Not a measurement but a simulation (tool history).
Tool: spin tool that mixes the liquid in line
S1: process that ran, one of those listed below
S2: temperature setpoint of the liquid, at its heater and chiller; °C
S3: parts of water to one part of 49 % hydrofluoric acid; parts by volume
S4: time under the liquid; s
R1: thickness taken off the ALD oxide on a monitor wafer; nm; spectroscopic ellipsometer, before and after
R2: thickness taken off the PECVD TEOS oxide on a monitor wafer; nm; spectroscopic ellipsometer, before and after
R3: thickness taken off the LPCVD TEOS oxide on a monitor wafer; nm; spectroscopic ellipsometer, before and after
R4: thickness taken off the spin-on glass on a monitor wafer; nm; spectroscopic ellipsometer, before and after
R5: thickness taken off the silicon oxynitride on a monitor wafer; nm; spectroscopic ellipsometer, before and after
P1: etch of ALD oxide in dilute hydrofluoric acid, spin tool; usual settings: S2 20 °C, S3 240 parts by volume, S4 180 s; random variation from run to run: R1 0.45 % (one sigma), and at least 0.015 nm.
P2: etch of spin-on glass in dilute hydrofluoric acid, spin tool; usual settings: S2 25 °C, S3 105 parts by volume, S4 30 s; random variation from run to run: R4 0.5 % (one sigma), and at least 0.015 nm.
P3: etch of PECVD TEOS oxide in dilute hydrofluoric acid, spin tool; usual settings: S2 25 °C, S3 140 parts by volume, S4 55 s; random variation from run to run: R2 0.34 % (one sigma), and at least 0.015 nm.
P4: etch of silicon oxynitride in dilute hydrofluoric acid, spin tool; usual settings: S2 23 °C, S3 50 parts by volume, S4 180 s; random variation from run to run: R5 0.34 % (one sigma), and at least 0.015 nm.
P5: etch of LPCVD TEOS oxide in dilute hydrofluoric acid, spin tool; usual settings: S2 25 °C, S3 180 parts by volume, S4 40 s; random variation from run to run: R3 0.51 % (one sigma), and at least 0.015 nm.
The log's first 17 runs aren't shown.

| run | hour | S1 | S2 | S3 | S4 | R1 | R2 | R3 | R4 | R5 |
|---|---|---|---|---|---|---|---|---|---|---|
| 18 | 86 | P5 | 18 | 180 | 40 |  |  | 5.2437 |  |  |
| 19 | 89.1 | P1 | 20 | 240 | 180 | 6.2996 |  |  |  |  |
| 20 | 93.1 | P3 | 25 | 140 | 15 |  | 2.3173 |  |  |  |
| 21 | 97.4 | P4 | 23 | 50 | 345 |  |  |  |  | 14.502 |
| 22 | 100.8 | P2 | 25 | 105 | 30 |  |  |  | 19.751 |  |
| 23 | 105.1 | P4 | 23 | 50 | 180 |  |  |  |  | 7.5361 |
| 24 | 108.5 | P5 | 25 | 180 | 40 |  |  | 6.8712 |  |  |
| 25 | 112.1 | P2 | 25 | 105 | 15 |  |  |  | 9.8876 |  |
| 26 | 117.3 | P1 | 20 | 240 | 260 | 9.1257 |  |  |  |  |
| 27 | 122.6 | P3 | 25 | 215 | 55 |  | 5.0626 |  |  |  |
| 28 | 125.6 | P1 | 20 | 355 | 180 | 3.8231 |  |  |  |  |
| 29 | 128.9 | P1 | 17 | 415 | 180 | 2.8267 |  |  |  |  |

Forecast run 30:
| 30 | 133.7 | P1 | 20 | 240 | 180 | ? |  |  |  |  |

{"run 30": {"R1": 6.3352}}
